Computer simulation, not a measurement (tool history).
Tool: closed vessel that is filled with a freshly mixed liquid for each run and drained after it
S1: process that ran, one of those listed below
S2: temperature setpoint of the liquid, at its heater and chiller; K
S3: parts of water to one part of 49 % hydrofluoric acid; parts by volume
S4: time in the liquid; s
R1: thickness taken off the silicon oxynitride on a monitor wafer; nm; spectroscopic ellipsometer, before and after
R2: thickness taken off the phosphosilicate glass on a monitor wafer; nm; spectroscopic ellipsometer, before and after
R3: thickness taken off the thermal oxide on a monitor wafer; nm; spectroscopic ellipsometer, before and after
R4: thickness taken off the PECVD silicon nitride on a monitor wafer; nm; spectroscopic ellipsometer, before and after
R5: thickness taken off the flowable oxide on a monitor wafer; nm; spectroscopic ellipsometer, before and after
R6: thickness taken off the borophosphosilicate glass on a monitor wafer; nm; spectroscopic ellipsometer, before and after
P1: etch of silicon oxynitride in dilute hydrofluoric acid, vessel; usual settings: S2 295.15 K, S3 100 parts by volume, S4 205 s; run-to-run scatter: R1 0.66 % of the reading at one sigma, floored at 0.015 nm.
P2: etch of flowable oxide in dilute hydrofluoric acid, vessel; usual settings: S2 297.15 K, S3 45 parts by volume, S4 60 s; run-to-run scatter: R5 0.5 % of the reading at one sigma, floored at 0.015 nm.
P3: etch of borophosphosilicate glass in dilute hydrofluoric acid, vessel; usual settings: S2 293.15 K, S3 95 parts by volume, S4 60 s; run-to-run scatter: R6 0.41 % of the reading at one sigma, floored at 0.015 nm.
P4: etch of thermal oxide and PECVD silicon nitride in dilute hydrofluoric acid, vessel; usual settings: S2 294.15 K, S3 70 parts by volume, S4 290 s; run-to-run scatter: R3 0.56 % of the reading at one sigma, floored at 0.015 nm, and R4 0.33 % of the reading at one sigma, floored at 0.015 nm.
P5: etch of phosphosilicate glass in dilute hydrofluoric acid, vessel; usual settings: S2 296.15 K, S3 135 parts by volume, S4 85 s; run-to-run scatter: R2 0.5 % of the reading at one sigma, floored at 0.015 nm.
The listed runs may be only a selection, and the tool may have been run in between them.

run 1 hour=8.6 | S1=P1 S2=295.15 S3=100 S4=205 | R1=4.5456
run 2 hour=21 | S1=P5 S2=296.15 S3=135 S4=145 | R2=103.35
run 3 hour=37.9 | S1=P1 S2=301.65 S3=100 S4=205 | R1=6.1945
run 4 hour=47.1 | S1=P4 S2=294.15 S3=70 S4=290 | R3=18.732 R4=6.9961
run 5 hour=59.2 | S1=P1 S2=295.15 S3=100 S4=410 | R1=9.1721
run 6 hour=68.4 | S1=P1 S2=295.15 S3=100 S4=45 | R1=0.98284
run 7 hour=85 | S1=P1 S2=290.15 S3=55 S4=205 | R1=6.7642
run 8 hour=98.6 | S1=P1 S2=295.15 S3=150 S4=50 | R1=0.71933
run 9 hour=110.5 | S1=P2 S2=297.15 S3=25 S4=60 | R5=56.597
run 10 hour=121.2 | S1=P3 S2=293.15 S3=95 S4=85 | R6=59.125
run 11 hour=134.7 | S1=P1 S2=295.15 S3=55 S4=205 | R1=8.6305
run 12 hour=143.8 | S1=P1 S2=295.15 S3=100 S4=205 | R1=4.5788
run 13 hour=155.2 | S1=P2 S2=297.15 S3=45 S4=60 | R5=30.487
run 14 hour=170.7 | S1=P1 S2=295.15 S3=175 S4=205 | R1=2.4582
run 15 hour=184.8 | S1=P3 S2=293.15 S3=95 S4=60 | R6=41.73
run 16 hour=197.9 | S1=P1 S2=295.15 S3=100 S4=205 | R1=4.5857
run 17 hour=214.9 | S1=P4 S2=294.15 S3=40 S4=290 | R3=34.152 R4=11.984
run 18 hour=227.5 | S1=P5 S2=296.15 S3=135 S4=85 | R2=60.325
run 19 hour=235.9 | S1=P5 S2=296.15 S3=135 S4=85 | R2=60.349
run 20 hour=246.8 | S1=P4 S2=294.15 S3=70 S4=290 | R3=18.85 R4=6.9515
run 21 hour=254.8 | S1=P2 S2=297.15 S3=45 S4=30 | R5=15.437
run 22 hour=268.3 | S1=P2 S2=301.65 S3=45 S4=60 | R5=36.519
run 23 hour=281.9 | S1=P5 S2=290.15 S3=135 S4=85 | R2=47.09
run 24 hour=290.4 | S1=P3 S2=293.15 S3=20 S4=60 | R6=215.83
run 25 hour=300.2 | S1=P4 S2=294.15 S3=70 S4=580 | R3=38.019 R4=13.807
run 26 hour=312 | S1=P3 S2=297.65 S3=95 S4=60 | R6=49.611
run 27 hour=327.5 | S1=P3 S2=293.15 S3=95 S4=60 | R6=41.944
run 28 hour=338.5 | S1=P1 S2=295.15 S3=100 S4=205 | R1=4.5747
run 29 hour=355.1 | S1=P1 S2=290.15 S3=100 S4=205 | R1=3.5929
run 30 hour=362.7 | S1=P2 S2=297.15 S3=45 S4=60 | R5=30.834
run 31 hour=375.4 | S1=P1 S2=295.15 S3=100 S4=205 | R1=4.5462
run 32 hour=384.7 | S1=P1 S2=295.15 S3=100 S4=205 | R1=4.5366
run 33 hour=401.2 | S1=P4 S2=290.15 S3=70 S4=290 | R3=15.888 R4=5.2922
run 34 hour=414.6 | S1=P5 S2=296.15 S3=45 S4=85 | R2=202.3
run 35 hour=430.5 | S1=P1 S2=295.15 S3=100 S4=205 | R1=4.5792
run 36 hour=446.8 | S1=P1 S2=295.15 S3=100 S4=205 | R1=4.4161
run 37 hour=461.5 | S1=P1 S2=295.15 S3=100 S4=205 | R1=4.3653
run 38 hour=472.2 | S1=P1 S2=295.15 S3=100 S4=205 | R1=4.304
run 39 hour=482.8 | S1=P1 S2=295.15 S3=100 S4=205 | R1=4.2446
run 40 hour=493.7 | S1=P1 S2=295.15 S3=100 S4=205 | R1=4.2463
run 41 hour=503.8 | S1=P1 S2=295.15 S3=100 S4=205 | R1=4.2654
run 42 hour=519.2 | S1=P1 S2=295.15 S3=100 S4=205 | R1=4.2319

What P1 gives has crept off from where it sat before. The 2 causes that follow fit the log equally well, each at the size noted:
A: liquid colder than its thermometer reads (K) = 1.71
B: hydrofluoric acid flow below the setpoint (%) = 7.35
The process output started creeping at around hour 430.5.

4 check runs are offered, one wafer each, their results left as question marks. Which one tells the causes apart?
run check 1 hour=534.6 | S1=P5 S2=290.15 S3=50 S4=85 | R2=?
run check 2 hour=534.6 | S1=P4 S2=294.15 S3=40 S4=510 | R3=? R4=?
run check 3 hour=534.6 | S1=P3 S2=293.15 S3=20 S4=85 | R6=?
run check 4 hour=534.6 | S1=P2 S2=297.15 S3=30 S4=30 | R5=?

If the cause were each of the candidates in turn, the checks would give the following:
check=check_1 result=R2 if_A=130.14 if_B=129.37
check=check_2 result=R3 if_A=55.898 if_B=55.501
check=check_2 result=R4 if_A=18.737 if_B=19.603
check=check_3 result=R6 if_A=284.64 if_B=283.6
check=check_4 result=R5 if_A=21.811 if_B=21.647
Distance between the nearest two causes, measured in the result of the check that separates them most: check 1 0.6 %; check 2 4.52 %; check 3 0.37 %; check 4 0.75 %
The causes can be told apart only by check 2. The other checks would give nearly the same results under each of them.

After running check 2, the following was obtained: R3 55.938 nm; R4 18.591 nm. Which cause does this point to?

A is the cause: liquid colder than its thermometer reads (K).

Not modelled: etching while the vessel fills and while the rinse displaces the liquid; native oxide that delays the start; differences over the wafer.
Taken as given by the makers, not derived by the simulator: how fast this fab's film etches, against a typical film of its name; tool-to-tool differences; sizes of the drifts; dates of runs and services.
